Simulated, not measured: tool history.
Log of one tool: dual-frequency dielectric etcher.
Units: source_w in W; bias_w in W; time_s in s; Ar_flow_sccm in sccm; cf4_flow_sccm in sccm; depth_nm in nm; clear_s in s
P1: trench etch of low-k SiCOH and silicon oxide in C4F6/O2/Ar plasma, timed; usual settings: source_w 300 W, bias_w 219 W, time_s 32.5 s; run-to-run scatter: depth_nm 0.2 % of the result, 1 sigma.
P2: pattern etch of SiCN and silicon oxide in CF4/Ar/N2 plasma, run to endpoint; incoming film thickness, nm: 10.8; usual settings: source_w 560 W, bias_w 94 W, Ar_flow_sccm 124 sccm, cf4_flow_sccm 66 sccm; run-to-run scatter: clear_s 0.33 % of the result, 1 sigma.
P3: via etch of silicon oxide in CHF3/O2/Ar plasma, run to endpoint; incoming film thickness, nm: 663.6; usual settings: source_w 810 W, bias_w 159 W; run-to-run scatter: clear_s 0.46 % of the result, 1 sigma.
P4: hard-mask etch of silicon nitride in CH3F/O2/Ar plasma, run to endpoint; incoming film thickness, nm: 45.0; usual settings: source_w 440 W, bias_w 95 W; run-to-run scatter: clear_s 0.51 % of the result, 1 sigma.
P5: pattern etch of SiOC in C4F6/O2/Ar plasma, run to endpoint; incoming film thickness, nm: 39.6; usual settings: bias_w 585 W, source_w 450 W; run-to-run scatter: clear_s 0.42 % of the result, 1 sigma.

| run | hour | process | source_w | bias_w | time_s | Ar_flow_sccm | cf4_flow_sccm | hours since the last wet clean | hours since the last source power generator calibration | hours since the last bias power generator calibration | depth_nm | clear_s |
|---|---|---|---|---|---|---|---|---|---|---|---|---|
| 1 | 15.7 | P1 | 300 | 219 | 32.5 |  |  | 77.3 | 831.6 | 1349.5 | 95.623 |  |
| 2 | 33.3 | P1 | 180 | 257 | 32.5 |  |  | 94.9 | 849.2 | 1367.1 | 83.532 |  |
| 3 | 42 | P2 | 560 | 94 |  | 77 | 66 | 103.6 | 857.9 | 1375.8 |  | 9.3863 |
| 4 | 58.5 | P4 | 330 | 95 |  |  |  | 120.1 | 874.4 | 1392.3 |  | 61.522 |
| 5 | 72.5 | P3 | 810 | 93 |  |  |  | 134.1 | 888.4 | 1406.3 |  | 360.4 |
| 6 | 88.6 | P1 | 300 | 219 | 32.5 |  |  | 150.2 | 904.5 | 1422.4 | 96.116 |  |
| 7 | 98 | P5 | 450 | 785 |  |  |  | 159.6 | 913.9 | 1431.8 |  | 10.909 |
| 8 | 115.5 | P1 | 360 | 219 | 32.5 |  |  | 177.1 | 931.4 | 1449.3 | 102.84 |  |
| 9 | 127.1 | P3 | 480 | 159 |  |  |  | 188.7 | 943 | 1460.9 |  | 376.95 |
| 10 | 142.8 | P1 | 200 | 219 | 32.5 |  |  | 204.4 | 958.7 | 1476.6 | 81.867 |  |
| 11 | 156.4 | P5 | 450 | 585 |  |  |  | 218 | 972.3 | 1490.2 |  | 12.277 |
| 12 | 167.6 | P5 | 280 | 585 |  |  |  | 229.2 | 983.5 | 1501.4 |  | 14.454 |
| 13 | 181.6 | P1 | 300 | 219 | 24 |  |  | 243.2 | 997.5 | 1515.4 | 70.601 |  |
| 14 | 194.9 | P2 | 670 | 94 |  | 124 | 66 | 256.5 | 1010.8 | 1528.7 |  | 8.5009 |
| 15 | 204.2 | P1 | 300 | 171 | 32.5 |  |  | 265.8 | 1020.1 | 1538 | 88.482 |  |
| 16 | 217.1 | P4 | 440 | 118 |  |  |  | 278.7 | 1033 | 1550.9 |  | 51.012 |
| 17 | 232 | P5 | 450 | 585 |  |  |  | 293.6 | 1047.9 | 1565.8 |  | 12.307 |
| 18 | 241.4 | P2 | 560 | 94 |  | 124 | 66 | 303 | 1057.3 | 1575.2 |  | 10.032 |

The next listed run, before its measurement:
| 19 | 254.1 | P1 | 300 | 219 | 42 |  |  | 315.7 | 1070 | 1587.9 | ? |  |

{"run 19": {"depth_nm": 123.45}}
